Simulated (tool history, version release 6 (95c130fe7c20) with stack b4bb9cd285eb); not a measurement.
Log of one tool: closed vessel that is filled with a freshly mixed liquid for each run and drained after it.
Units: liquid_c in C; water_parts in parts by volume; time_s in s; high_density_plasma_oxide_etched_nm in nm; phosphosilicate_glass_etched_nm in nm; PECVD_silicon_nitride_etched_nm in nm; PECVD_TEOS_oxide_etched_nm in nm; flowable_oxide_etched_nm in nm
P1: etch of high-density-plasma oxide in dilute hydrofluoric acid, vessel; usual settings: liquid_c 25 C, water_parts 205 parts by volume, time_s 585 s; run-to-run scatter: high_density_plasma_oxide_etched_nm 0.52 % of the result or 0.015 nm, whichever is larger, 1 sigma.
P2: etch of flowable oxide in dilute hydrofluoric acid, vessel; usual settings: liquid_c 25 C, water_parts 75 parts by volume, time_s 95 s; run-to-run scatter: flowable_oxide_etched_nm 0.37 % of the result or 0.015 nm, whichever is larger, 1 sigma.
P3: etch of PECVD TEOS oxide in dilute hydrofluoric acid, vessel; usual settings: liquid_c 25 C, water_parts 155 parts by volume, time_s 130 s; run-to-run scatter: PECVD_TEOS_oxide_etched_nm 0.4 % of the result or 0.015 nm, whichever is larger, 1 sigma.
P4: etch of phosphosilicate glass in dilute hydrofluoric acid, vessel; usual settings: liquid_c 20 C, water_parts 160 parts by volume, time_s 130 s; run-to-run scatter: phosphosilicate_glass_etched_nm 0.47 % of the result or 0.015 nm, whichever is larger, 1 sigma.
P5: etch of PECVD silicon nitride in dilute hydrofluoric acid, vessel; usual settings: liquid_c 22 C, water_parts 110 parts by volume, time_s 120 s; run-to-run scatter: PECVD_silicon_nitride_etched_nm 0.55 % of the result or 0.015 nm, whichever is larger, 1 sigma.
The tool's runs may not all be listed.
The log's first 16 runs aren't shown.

run,hour,process,liquid_c,water_parts,time_s,hours since the thermometer was replaced,hours since the hydrofluoric acid flow meter was replaced,high_density_plasma_oxide_etched_nm,phosphosilicate_glass_etched_nm,PECVD_silicon_nitride_etched_nm,PECVD_TEOS_oxide_etched_nm,flowable_oxide_etched_nm
17,78.5,P1,25,205,585,765.0,675.5,16.7940,,,,
18,85.7,P5,22,185,120,772.2,682.7,,,2.8540,,
19,91.9,P2,25,75,95,778.4,688.9,,,,,33.247
20,95.7,P2,33,75,95,782.2,692.7,,,,,45.102
21,100.2,P1,25,75,910,786.7,697.2,83.4710,,,,
22,105.7,P1,25,205,585,792.2,702.7,16.6620,,,,
23,109.7,P1,17,65,585,796.2,706.7,45.4480,,,,
24,114.5,P1,21,205,585,801.0,711.5,14.5120,,,,
25,120.6,P4,20,265,130,807.1,717.6,,32.531,,,
26,126.7,P5,22,110,120,813.2,723.7,,,4.7766,,
27,132.2,P2,25,75,95,818.7,729.2,,,,,33.324
28,138.9,P4,20,160,130,825.4,735.9,,59.504,,,
29,145.1,P5,30,110,120,831.6,742.1,,,8.0478,,
30,150.3,P5,22,110,120,836.8,747.3,,,4.7832,,
31,154.3,P1,25,285,585,840.8,751.3,11.1950,,,,
32,161.6,P3,25,155,130,848.1,758.6,,,,16.5300,
33,165.3,P1,25,205,110,851.8,762.3,3.1581,,,,

Forecast run 34:
34,172.3,P1,25,205,1060,858.8,769.3,?,,,,

high_density_plasma_oxide_etched_nm: 30.4750 nm
